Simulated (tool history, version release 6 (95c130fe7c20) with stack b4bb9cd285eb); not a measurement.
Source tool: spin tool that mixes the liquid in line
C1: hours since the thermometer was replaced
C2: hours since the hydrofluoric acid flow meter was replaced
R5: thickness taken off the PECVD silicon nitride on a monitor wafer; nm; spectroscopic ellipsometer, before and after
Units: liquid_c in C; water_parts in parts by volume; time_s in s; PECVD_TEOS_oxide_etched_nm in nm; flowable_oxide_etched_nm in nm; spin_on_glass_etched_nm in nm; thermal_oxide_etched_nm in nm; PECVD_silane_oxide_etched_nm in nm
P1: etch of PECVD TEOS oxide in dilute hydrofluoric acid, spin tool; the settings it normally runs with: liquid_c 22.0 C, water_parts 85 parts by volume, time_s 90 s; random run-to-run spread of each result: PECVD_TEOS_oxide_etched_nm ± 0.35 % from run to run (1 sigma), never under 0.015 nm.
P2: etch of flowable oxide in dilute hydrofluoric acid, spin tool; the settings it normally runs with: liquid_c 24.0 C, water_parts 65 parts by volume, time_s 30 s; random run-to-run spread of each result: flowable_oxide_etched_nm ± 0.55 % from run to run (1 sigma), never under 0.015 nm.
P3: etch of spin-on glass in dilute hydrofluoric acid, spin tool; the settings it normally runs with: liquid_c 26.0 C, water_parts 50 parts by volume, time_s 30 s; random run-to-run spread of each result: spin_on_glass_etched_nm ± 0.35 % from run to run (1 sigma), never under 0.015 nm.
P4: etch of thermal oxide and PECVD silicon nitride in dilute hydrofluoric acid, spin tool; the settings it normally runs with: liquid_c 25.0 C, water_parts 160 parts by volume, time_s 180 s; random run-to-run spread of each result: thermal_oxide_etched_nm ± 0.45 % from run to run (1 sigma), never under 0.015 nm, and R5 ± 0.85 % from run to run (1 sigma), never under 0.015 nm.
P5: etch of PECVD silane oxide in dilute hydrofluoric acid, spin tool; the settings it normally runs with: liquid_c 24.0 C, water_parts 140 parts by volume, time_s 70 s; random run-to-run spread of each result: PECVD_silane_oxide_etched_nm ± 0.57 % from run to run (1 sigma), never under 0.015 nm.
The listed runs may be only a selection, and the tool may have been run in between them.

run 1 hour=6.4 | process=P1 liquid_c=22.0 water_parts=85 time_s=90 | C1=434.7 C2=266.5 | PECVD_TEOS_oxide_etched_nm=19.0140
run 2 hour=10.9 | process=P2 liquid_c=24.0 water_parts=65 time_s=15 | C1=439.2 C2=271.0 | flowable_oxide_etched_nm=8.0782
run 3 hour=16.6 | process=P1 liquid_c=22.0 water_parts=85 time_s=90 | C1=444.9 C2=276.7 | PECVD_TEOS_oxide_etched_nm=18.9860
run 4 hour=21.7 | process=P1 liquid_c=22.0 water_parts=85 time_s=90 | C1=450.0 C2=281.8 | PECVD_TEOS_oxide_etched_nm=19.0520
run 5 hour=29.5 | process=P2 liquid_c=24.0 water_parts=25 time_s=30 | C1=457.8 C2=289.6 | flowable_oxide_etched_nm=44.4480
run 6 hour=33.1 | process=P3 liquid_c=26.0 water_parts=80 time_s=30 | C1=461.4 C2=293.2 | spin_on_glass_etched_nm=27.592
run 7 hour=40.9 | process=P2 liquid_c=24.0 water_parts=65 time_s=30 | C1=469.2 C2=301.0 | flowable_oxide_etched_nm=16.1470
run 8 hour=46.6 | process=P2 liquid_c=19.0 water_parts=65 time_s=30 | C1=474.9 C2=306.7 | flowable_oxide_etched_nm=13.1230
run 9 hour=54.0 | process=P4 liquid_c=25.0 water_parts=160 time_s=180 | C1=482.3 C2=314.1 | thermal_oxide_etched_nm=5.06870 R5=3.36710
run 10 hour=59.3 | process=P1 liquid_c=22.0 water_parts=85 time_s=25 | C1=487.6 C2=319.4 | PECVD_TEOS_oxide_etched_nm=5.2733
run 11 hour=65.5 | process=P3 liquid_c=26.0 water_parts=50 time_s=30 | C1=493.8 C2=325.6 | spin_on_glass_etched_nm=45.442
run 12 hour=70.5 | process=P4 liquid_c=18.0 water_parts=160 time_s=180 | C1=498.8 C2=330.6 | thermal_oxide_etched_nm=3.85290 R5=2.07170
run 13 hour=75.5 | process=P3 liquid_c=26.0 water_parts=50 time_s=60 | C1=503.8 C2=335.6 | spin_on_glass_etched_nm=90.869
run 14 hour=82.2 | process=P5 liquid_c=30.5 water_parts=140 time_s=70 | C1=510.5 C2=342.3 | PECVD_silane_oxide_etched_nm=11.1470
run 15 hour=88.3 | process=P3 liquid_c=26.0 water_parts=50 time_s=30 | C1=516.6 C2=348.4 | spin_on_glass_etched_nm=45.590
run 16 hour=92.0 | process=P1 liquid_c=22.0 water_parts=85 time_s=175 | C1=520.3 C2=352.1 | PECVD_TEOS_oxide_etched_nm=36.7360
run 17 hour=97.6 | process=P4 liquid_c=25.0 water_parts=160 time_s=35 | C1=525.9 C2=357.7 | thermal_oxide_etched_nm=0.97811 R5=0.62229
run 18 hour=104.2 | process=P1 liquid_c=22.0 water_parts=35 time_s=90 | C1=532.5 C2=364.3 | PECVD_TEOS_oxide_etched_nm=49.0070
run 19 hour=111.8 | process=P5 liquid_c=24.0 water_parts=140 time_s=70 | C1=540.1 C2=371.9 | PECVD_silane_oxide_etched_nm=8.7207
run 20 hour=119.1 | process=P1 liquid_c=17.0 water_parts=85 time_s=90 | C1=547.4 C2=379.2 | PECVD_TEOS_oxide_etched_nm=15.2590
run 21 hour=126.6 | process=P1 liquid_c=22.0 water_parts=150 time_s=90 | C1=554.9 C2=386.7 | PECVD_TEOS_oxide_etched_nm=9.9564
run 22 hour=132.3 | process=P3 liquid_c=21.5 water_parts=50 time_s=30 | C1=560.6 C2=392.4 | spin_on_glass_etched_nm=38.009
run 23 hour=137.3 | process=P4 liquid_c=25.0 water_parts=285 time_s=180 | C1=565.6 C2=397.4 | thermal_oxide_etched_nm=2.44880 R5=1.85830
run 24 hour=140.8 | process=P1 liquid_c=17.0 water_parts=140 time_s=90 | C1=569.1 C2=400.9 | PECVD_TEOS_oxide_etched_nm=8.8092
run 25 hour=145.6 | process=P1 liquid_c=22.0 water_parts=85 time_s=90 | C1=573.9 C2=405.7 | PECVD_TEOS_oxide_etched_nm=19.0220
run 26 hour=149.9 | process=P1 liquid_c=18.5 water_parts=85 time_s=170 | C1=578.2 C2=410.0 | PECVD_TEOS_oxide_etched_nm=30.8530
run 27 hour=153.6 | process=P5 liquid_c=24.0 water_parts=140 time_s=15 | C1=581.9 C2=413.7 | PECVD_silane_oxide_etched_nm=1.8566
run 28 hour=159.6 | process=P1 liquid_c=22.0 water_parts=85 time_s=90 | C1=587.9 C2=419.7 | PECVD_TEOS_oxide_etched_nm=18.9700
run 29 hour=163.0 | process=P1 liquid_c=28.0 water_parts=85 time_s=90 | C1=591.3 C2=423.1 | PECVD_TEOS_oxide_etched_nm=24.1310
run 30 hour=168.8 | process=P5 liquid_c=24.0 water_parts=40 time_s=70 | C1=597.1 C2=428.9 | PECVD_silane_oxide_etched_nm=34.4780
run 31 hour=172.8 | process=P1 liquid_c=22.0 water_parts=85 time_s=90 | C1=601.1 C2=432.9 | PECVD_TEOS_oxide_etched_nm=18.8910
run 32 hour=177.5 | process=P1 liquid_c=22.0 water_parts=85 time_s=90 | C1=605.8 C2=437.6 | PECVD_TEOS_oxide_etched_nm=19.5710
run 33 hour=184.5 | process=P1 liquid_c=22.0 water_parts=85 time_s=90 | C1=612.8 C2=444.6 | PECVD_TEOS_oxide_etched_nm=19.9600
run 34 hour=188.8 | process=P1 liquid_c=22.0 water_parts=85 time_s=90 | C1=617.1 C2=448.9 | PECVD_TEOS_oxide_etched_nm=20.0870
run 35 hour=195.4 | process=P1 liquid_c=22.0 water_parts=85 time_s=90 | C1=623.7 C2=455.5 | PECVD_TEOS_oxide_etched_nm=20.1880
run 36 hour=198.9 | process=P1 liquid_c=22.0 water_parts=85 time_s=90 | C1=627.2 C2=459.0 | PECVD_TEOS_oxide_etched_nm=20.2260
run 37 hour=203.4 | process=P1 liquid_c=22.0 water_parts=85 time_s=90 | C1=631.7 C2=463.5 | PECVD_TEOS_oxide_etched_nm=20.0790

Something has made what P1 gives creep away from where it was; the 2 causes below, each at its own stated size, fit the log equally well:
A: liquid hotter than its thermometer reads (K) = 1.51
B: hydrofluoric acid flow above the setpoint (%) = 5.72
The process output started creeping at around hour 172.8.

Below are 4 check runs, each averaged over 3 wafers, with their results shown as question marks. Which of them would give clearly different results depending on which cause is behind the drift?
run check 1 hour=207.9 | process=P4 liquid_c=25.0 water_parts=160 time_s=180 | thermal_oxide_etched_nm=? R5=?
run check 2 hour=207.9 | process=P3 liquid_c=26.0 water_parts=50 time_s=30 | spin_on_glass_etched_nm=?
run check 3 hour=207.9 | process=P2 liquid_c=24.0 water_parts=65 time_s=30 | flowable_oxide_etched_nm=?
run check 4 hour=207.9 | process=P5 liquid_c=24.0 water_parts=140 time_s=70 | PECVD_silane_oxide_etched_nm=?

If the cause were each of the candidates in turn, the checks would give the following:
check=check_1 result=thermal_oxide_etched_nm if_A=5.35330 if_B=5.40390
check=check_1 result=R5 if_A=3.67160 if_B=3.52680
check=check_2 result=spin_on_glass_etched_nm if_A=48.561 if_B=48.498
check=check_3 result=flowable_oxide_etched_nm if_A=17.1880 if_B=17.1750
check=check_4 result=PECVD_silane_oxide_etched_nm if_A=9.2432 if_B=9.3054
Smallest distance between any two causes, each pair judged by its most separating result, in per cent: check 1 4.02 %; check 2 0.13 %; check 3 0.08 %; check 4 0.67 %
The causes can be told apart only by check 1. The other checks would give nearly the same results under each of them.

After running check 1, the following was obtained: thermal_oxide_etched_nm 5.36450 nm; R5 3.70610 nm. Which cause does this point to?

Of the candidate causes, it is A: liquid hotter than its thermometer reads (K).
